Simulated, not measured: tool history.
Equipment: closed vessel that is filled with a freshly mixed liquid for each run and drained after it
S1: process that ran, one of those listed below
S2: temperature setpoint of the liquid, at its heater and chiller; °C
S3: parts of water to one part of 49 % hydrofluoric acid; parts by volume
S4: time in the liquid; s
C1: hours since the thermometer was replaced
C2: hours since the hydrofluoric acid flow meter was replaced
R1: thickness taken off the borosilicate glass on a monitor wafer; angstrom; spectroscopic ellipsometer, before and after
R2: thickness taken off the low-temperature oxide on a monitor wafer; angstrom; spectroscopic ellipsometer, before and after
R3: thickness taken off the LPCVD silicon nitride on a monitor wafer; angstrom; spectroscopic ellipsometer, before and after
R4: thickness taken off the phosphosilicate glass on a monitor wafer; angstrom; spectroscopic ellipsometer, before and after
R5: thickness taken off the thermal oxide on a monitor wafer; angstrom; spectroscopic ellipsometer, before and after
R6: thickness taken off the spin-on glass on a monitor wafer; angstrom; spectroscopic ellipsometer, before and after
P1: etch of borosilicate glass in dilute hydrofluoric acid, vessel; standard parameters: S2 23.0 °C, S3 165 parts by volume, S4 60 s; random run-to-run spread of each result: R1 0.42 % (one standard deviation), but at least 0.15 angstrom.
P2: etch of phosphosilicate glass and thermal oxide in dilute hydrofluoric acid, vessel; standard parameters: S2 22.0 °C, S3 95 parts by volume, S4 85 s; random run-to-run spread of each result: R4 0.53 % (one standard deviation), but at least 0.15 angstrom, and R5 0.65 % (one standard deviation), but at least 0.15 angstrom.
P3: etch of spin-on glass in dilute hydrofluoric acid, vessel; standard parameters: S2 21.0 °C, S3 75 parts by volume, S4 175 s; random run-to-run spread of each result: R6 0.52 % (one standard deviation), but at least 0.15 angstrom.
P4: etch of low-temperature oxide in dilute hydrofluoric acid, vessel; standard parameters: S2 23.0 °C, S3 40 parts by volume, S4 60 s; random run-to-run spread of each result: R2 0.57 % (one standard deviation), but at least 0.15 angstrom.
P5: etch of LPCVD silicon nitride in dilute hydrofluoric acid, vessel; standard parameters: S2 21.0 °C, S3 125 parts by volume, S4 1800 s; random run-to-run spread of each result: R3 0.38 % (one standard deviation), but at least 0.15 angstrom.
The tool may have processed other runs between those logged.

| run | hour | S1 | S2 | S3 | S4 | C1 | C2 | R1 | R2 | R3 | R4 | R5 | R6 |
|---|---|---|---|---|---|---|---|---|---|---|---|---|---|
| 1 | 13.3 | P1 | 23.0 | 165 | 60 | 654.3 | 283.0 | 122.460 |  |  |  |  |  |
| 2 | 25.9 | P4 | 17.0 | 40 | 60 | 666.9 | 295.6 |  | 343.50 |  |  |  |  |
| 3 | 43.2 | P5 | 17.0 | 125 | 1800 | 684.2 | 312.9 |  |  | 47.407 |  |  |  |
| 4 | 58.6 | P4 | 23.0 | 40 | 30 | 699.6 | 328.3 |  | 219.89 |  |  |  |  |
| 5 | 68.2 | P2 | 22.0 | 95 | 150 | 709.2 | 337.9 |  |  |  | 852.70 | 70.069 |  |
| 6 | 82.5 | P1 | 23.0 | 165 | 60 | 723.5 | 352.2 | 121.140 |  |  |  |  |  |
| 7 | 90.5 | P3 | 21.0 | 75 | 330 | 731.5 | 360.2 |  |  |  |  |  | 1023.80 |
| 8 | 107.1 | P1 | 23.0 | 165 | 30 | 748.1 | 376.8 | 60.920 |  |  |  |  |  |
| 9 | 120.1 | P1 | 23.0 | 165 | 60 | 761.1 | 389.8 | 121.850 |  |  |  |  |  |
| 10 | 136.5 | P5 | 21.0 | 125 | 1800 | 777.5 | 406.2 |  |  | 62.210 |  |  |  |
| 11 | 151.2 | P2 | 28.5 | 95 | 85 | 792.2 | 420.9 |  |  |  | 639.14 | 52.361 |  |
| 12 | 160.8 | P1 | 23.0 | 165 | 115 | 801.8 | 430.5 | 232.460 |  |  |  |  |  |
| 13 | 177.9 | P4 | 23.0 | 75 | 60 | 818.9 | 447.6 |  | 225.01 |  |  |  |  |
| 14 | 193.1 | P2 | 22.0 | 55 | 85 | 834.1 | 462.8 |  |  |  | 882.68 | 71.697 |  |
| 15 | 203.2 | P5 | 21.0 | 205 | 1800 | 844.2 | 472.9 |  |  | 38.407 |  |  |  |
| 16 | 215.8 | P1 | 23.0 | 165 | 60 | 856.8 | 485.5 | 121.150 |  |  |  |  |  |
| 17 | 233.6 | P1 | 23.0 | 75 | 60 | 874.6 | 503.3 | 296.740 |  |  |  |  |  |
| 18 | 247.5 | P1 | 17.0 | 165 | 60 | 888.5 | 517.2 | 96.990 |  |  |  |  |  |
| 19 | 257.0 | P3 | 21.0 | 130 | 175 | 898.0 | 526.7 |  |  |  |  |  | 292.88 |
| 20 | 271.8 | P1 | 18.0 | 115 | 60 | 912.8 | 541.5 | 150.980 |  |  |  |  |  |
| 21 | 289.5 | P1 | 30.0 | 165 | 60 | 930.5 | 559.2 | 157.210 |  |  |  |  |  |
| 22 | 306.5 | P3 | 21.0 | 75 | 175 | 947.5 | 576.2 |  |  |  |  |  | 544.09 |
| 23 | 316.0 | P1 | 23.0 | 265 | 60 | 957.0 | 585.7 | 68.325 |  |  |  |  |  |
| 24 | 328.3 | P2 | 22.0 | 95 | 85 | 969.3 | 598.0 |  |  |  | 485.57 | 40.061 |  |
| 25 | 344.2 | P5 | 21.0 | 125 | 3520 | 985.2 | 613.9 |  |  | 121.620 |  |  |  |
| 26 | 355.7 | P5 | 21.0 | 125 | 1800 | 996.7 | 625.4 |  |  | 61.651 |  |  |  |
| 27 | 372.1 | P3 | 26.5 | 75 | 175 | 1013.1 | 641.8 |  |  |  |  |  | 679.49 |
| 28 | 382.5 | P4 | 23.0 | 40 | 60 | 1023.5 | 652.2 |  | 442.82 |  |  |  |  |
| 29 | 393.6 | P1 | 23.0 | 165 | 60 | 1034.6 | 663.3 | 122.610 |  |  |  |  |  |
| 30 | 402.3 | P1 | 23.0 | 165 | 60 | 1043.3 | 672.0 | 125.670 |  |  |  |  |  |
| 31 | 413.7 | P1 | 23.0 | 165 | 60 | 1054.7 | 683.4 | 128.630 |  |  |  |  |  |
| 32 | 426.0 | P1 | 23.0 | 165 | 60 | 1067.0 | 695.7 | 130.980 |  |  |  |  |  |
| 33 | 441.2 | P1 | 23.0 | 165 | 60 | 1082.2 | 710.9 | 130.980 |  |  |  |  |  |
| 34 | 453.5 | P1 | 23.0 | 165 | 60 | 1094.5 | 723.2 | 132.420 |  |  |  |  |  |
| 35 | 471.1 | P1 | 23.0 | 165 | 60 | 1112.1 | 740.8 | 132.010 |  |  |  |  |  |

The output of P1 has drifted from where it used to be. Each of the 2 causes below, taken at the size shown beside it, accounts for the log equally well:
A: hydrofluoric acid flow above the setpoint (%) = 6.81
B: liquid hotter than its thermometer reads (K) = 2.05
The process output started creeping at around hour 393.6.

4 check runs are offered, one wafer each, their results left as question marks. Which one tells the causes apart?
| check 1 | 488.7 | P5 | 18.0 | 125 | 2925 |  |  |  |  | ? |  |  |  |
| check 2 | 488.7 | P3 | 21.0 | 130 | 310 |  |  |  |  |  |  |  | ? |
| check 3 | 488.7 | P4 | 23.0 | 65 | 30 |  |  |  | ? |  |  |  |  |
| check 4 | 488.7 | P2 | 22.0 | 95 | 115 |  |  |  |  |  | ? | ? |  |

What each check would give under each cause:
| check | result | if A | if B |
|---|---|---|---|
| check 1 | R3 | 87.793 | 94.678 |
| check 2 | R6 | 560.53 | 563.90 |
| check 3 | R2 | 141.64 | 143.40 |
| check 4 | R4 | 710.46 | 716.97 |
| check 4 | R5 | 58.041 | 58.574 |
Smallest distance between any two causes, each pair judged by its most separating result, in per cent: check 1 7.55 %; check 2 0.6 %; check 3 1.23 %; check 4 0.91 %
The other checks would show nearly matching results whichever cause is true, so check 1 is the only one that separates the causes.

With check 1 done, the readings were: R3 87.761 angstrom. Identify which of the listed causes applies.

Of the candidate causes, it is A: hydrofluoric acid flow above the setpoint (%).

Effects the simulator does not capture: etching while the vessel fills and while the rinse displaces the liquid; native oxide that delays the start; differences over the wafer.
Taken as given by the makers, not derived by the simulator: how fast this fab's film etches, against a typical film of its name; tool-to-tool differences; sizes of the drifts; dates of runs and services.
